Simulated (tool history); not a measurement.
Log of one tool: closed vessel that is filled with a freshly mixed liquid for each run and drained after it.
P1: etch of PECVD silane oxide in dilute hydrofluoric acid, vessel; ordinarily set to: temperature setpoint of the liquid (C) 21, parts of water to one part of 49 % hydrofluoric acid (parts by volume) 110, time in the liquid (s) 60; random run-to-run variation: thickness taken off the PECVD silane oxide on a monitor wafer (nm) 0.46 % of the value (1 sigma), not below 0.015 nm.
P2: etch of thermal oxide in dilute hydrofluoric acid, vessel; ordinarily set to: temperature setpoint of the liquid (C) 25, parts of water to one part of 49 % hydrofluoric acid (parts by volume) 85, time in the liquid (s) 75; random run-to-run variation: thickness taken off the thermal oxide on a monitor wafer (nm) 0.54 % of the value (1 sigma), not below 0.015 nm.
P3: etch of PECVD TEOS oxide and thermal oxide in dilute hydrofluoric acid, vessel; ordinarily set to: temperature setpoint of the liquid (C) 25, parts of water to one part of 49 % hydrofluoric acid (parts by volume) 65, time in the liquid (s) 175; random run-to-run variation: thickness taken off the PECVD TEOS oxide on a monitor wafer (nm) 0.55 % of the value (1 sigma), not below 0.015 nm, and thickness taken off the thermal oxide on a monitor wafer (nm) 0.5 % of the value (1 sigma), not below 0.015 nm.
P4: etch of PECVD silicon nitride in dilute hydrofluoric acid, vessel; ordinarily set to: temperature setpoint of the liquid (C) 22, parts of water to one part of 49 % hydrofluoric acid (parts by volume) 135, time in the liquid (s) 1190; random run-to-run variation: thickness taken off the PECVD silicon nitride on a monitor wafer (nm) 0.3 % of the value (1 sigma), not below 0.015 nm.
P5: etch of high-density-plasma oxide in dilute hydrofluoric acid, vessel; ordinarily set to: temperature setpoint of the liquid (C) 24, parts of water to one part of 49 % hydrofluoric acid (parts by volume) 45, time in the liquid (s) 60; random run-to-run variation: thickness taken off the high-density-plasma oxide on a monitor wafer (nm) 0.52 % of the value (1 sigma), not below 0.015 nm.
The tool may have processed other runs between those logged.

run	hour	process that ran	temperature setpoint of the liquid (C)	parts of water to one part of 49 % hydrofluoric acid (parts by volume)	time in the liquid (s)	thickness taken off the PECVD silane oxide on a monitor wafer (nm)	thickness taken off the PECVD TEOS oxide on a monitor wafer (nm)	thickness taken off the thermal oxide on a monitor wafer (nm)	thickness taken off the PECVD silicon nitride on a monitor wafer (nm)	thickness taken off the high-density-plasma oxide on a monitor wafer (nm)
1	10.6	P1	21	110	60	15.255				
2	21.1	P1	21	195	95	12.453				
3	39.3	P3	17	65	175		17.897	10.145		
4	56.4	P1	21	110	30	7.6961				
5	67.9	P4	22	135	640				8.9426	
6	86.9	P1	21	110	60	15.278				
7	100.5	P2	25	85	75			4.6931		
8	115.9	P3	25	65	175		25.097	14.224		
9	134.7	P5	24	45	60					13.825
10	148.3	P2	25	85	75			4.7497		
11	157.9	P2	31	85	75			5.9729		
12	176.6	P2	25	85	120			7.5584		
13	186.3	P1	21	20	60	93.462				
14	196.6	P1	17	110	30	6.4435				
15	209.9	P1	17	110	60	13.065				
16	227.4	P4	22	235	1190				9.74	
17	240.3	P1	26.5	110	60	19.131				
18	249.7	P1	21	190	60	8.1489				
19	258.8	P1	29	25	60	103.33				
20	274.1	P5	17.5	45	60					10.523
21	285.7	P1	21	110	60	15.309				
22	294.3	P1	21	110	60	15.363				
23	302.9	P5	24	45	85					19.722
24	320.2	P4	22	135	1190				16.693	
25	338.9	P4	29.5	135	1190				26.981	
26	349	P1	21	110	95	24.198				
27	368.3	P5	24	75	60					7.9117
28	383.5	P3	25	65	30		4.2762	2.426		
29	395.5	P2	25	120	75			3.1857		
30	405.3	P3	25	65	175		24.963	14.124		
31	418	P5	24	45	60					13.845
32	430.1	P3	25	110	175		13.942	7.8648		
33	444.4	P1	21	110	60	15.225				
34	460.1	P1	21	110	60	15.285				
35	471	P1	21	110	60	15.566				
36	485.9	P1	21	110	60	15.873				
37	505.1	P1	21	110	60	16.18				
38	519.8	P1	21	110	60	16.327				
39	537.8	P1	21	110	60	16.319				
40	553.6	P1	21	110	60	16.319				

The output of P1 has drifted from where it used to be. Each of the 2 causes below, taken at the size shown beside it, accounts for the log equally well:
A: hydrofluoric acid flow above the setpoint (%) = 5.88
B: liquid hotter than its thermometer reads (K) = 1.6
The onset of the drift is placed at about hour 460.1.

Below are 4 check runs, each on a single wafer, with their results shown as question marks. Which of them would tell the listed causes apart, meaning the causes would give clearly different results under it?
check 1	569.4	P5	24	45	60					?
check 2	569.4	P2	25	85	75			?		
check 3	569.4	P4	22	135	1190				?	
check 4	569.4	P3	25	65	175		?	?		

Predicted outcomes, by check and by cause:
check	result	if A	if B
check 1	thickness taken off the high-density-plasma oxide on a monitor wafer (nm)	14.704	14.781
check 2	thickness taken off the thermal oxide on a monitor wafer (nm)	5.0159	5.0152
check 3	thickness taken off the PECVD silicon nitride on a monitor wafer (nm)	17.689	18.574
check 4	thickness taken off the PECVD TEOS oxide on a monitor wafer (nm)	26.643	26.7
check 4	thickness taken off the thermal oxide on a monitor wafer (nm)	15.052	15.084
Separation of the two closest causes in each check, using whichever result separates them best: check 1 0.52 %; check 2 0.01 %; check 3 4.88 %; check 4 0.22 %
Of the check runs offered, only check 3 discriminates between the causes; the rest would read about the same regardless of which cause applies.

With check 3 done, the readings were: thickness taken off the PECVD silicon nitride on a monitor wafer (nm) 17.691. Identify which of the listed causes applies.

The correct cause is A, namely: hydrofluoric acid flow above the setpoint (%).

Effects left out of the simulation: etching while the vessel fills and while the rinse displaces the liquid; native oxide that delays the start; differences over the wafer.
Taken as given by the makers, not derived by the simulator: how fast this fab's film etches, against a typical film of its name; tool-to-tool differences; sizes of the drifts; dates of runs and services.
